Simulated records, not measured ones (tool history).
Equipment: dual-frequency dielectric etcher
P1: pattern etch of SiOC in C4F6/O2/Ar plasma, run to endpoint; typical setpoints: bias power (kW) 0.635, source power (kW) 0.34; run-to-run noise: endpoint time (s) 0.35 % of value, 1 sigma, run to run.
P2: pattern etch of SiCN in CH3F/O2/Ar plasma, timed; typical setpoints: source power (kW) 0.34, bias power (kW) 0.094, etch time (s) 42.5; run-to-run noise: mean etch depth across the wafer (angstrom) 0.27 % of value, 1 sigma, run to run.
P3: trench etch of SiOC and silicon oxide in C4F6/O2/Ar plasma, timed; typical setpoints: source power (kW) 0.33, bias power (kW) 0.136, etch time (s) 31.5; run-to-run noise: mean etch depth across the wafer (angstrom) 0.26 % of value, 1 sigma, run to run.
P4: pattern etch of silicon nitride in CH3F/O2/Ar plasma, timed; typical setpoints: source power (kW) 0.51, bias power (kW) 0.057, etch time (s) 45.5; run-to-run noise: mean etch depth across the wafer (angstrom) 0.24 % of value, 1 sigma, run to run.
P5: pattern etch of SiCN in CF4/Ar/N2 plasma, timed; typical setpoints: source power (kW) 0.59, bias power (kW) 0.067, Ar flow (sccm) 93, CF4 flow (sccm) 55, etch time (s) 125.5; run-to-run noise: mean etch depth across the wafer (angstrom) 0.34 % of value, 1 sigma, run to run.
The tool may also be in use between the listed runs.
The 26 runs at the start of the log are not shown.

| run | hour | process that ran | bias power (kW) | source power (kW) | etch time (s) | Ar flow (sccm) | CF4 flow (sccm) | endpoint time (s) | mean etch depth across the wafer (angstrom) |
|---|---|---|---|---|---|---|---|---|---|
| 27 | 340.5 | P1 | 0.635 | 0.34 |  |  |  | 13.484 |  |
| 28 | 353.4 | P3 | 0.136 | 0.33 | 39 |  |  |  | 646.82 |
| 29 | 369.6 | P1 | 0.391 | 0.45 |  |  |  | 14.573 |  |
| 30 | 377 | P1 | 0.635 | 0.34 |  |  |  | 13.433 |  |
| 31 | 392.5 | P1 | 0.635 | 0.34 |  |  |  | 13.465 |  |
| 32 | 408.7 | P3 | 0.136 | 0.39 | 31.5 |  |  |  | 560.89 |
| 33 | 425.4 | P1 | 0.635 | 0.34 |  |  |  | 13.445 |  |
| 34 | 438.4 | P1 | 0.635 | 0.34 |  |  |  | 13.287 |  |
| 35 | 448.5 | P1 | 0.635 | 0.34 |  |  |  | 13.293 |  |
|  | 459.4 | wet clean of the chamber |
| 36 | 461.9 | P1 | 0.635 | 0.34 |  |  |  | 13.226 |  |

Run 37, settings as shown, results not yet in. Your forecast:
| 37 | 470.4 | P1 | 0.635 | 0.34 |  |  |  | ? |  |

{"run 37": {"endpoint time (s)": 13.23}}
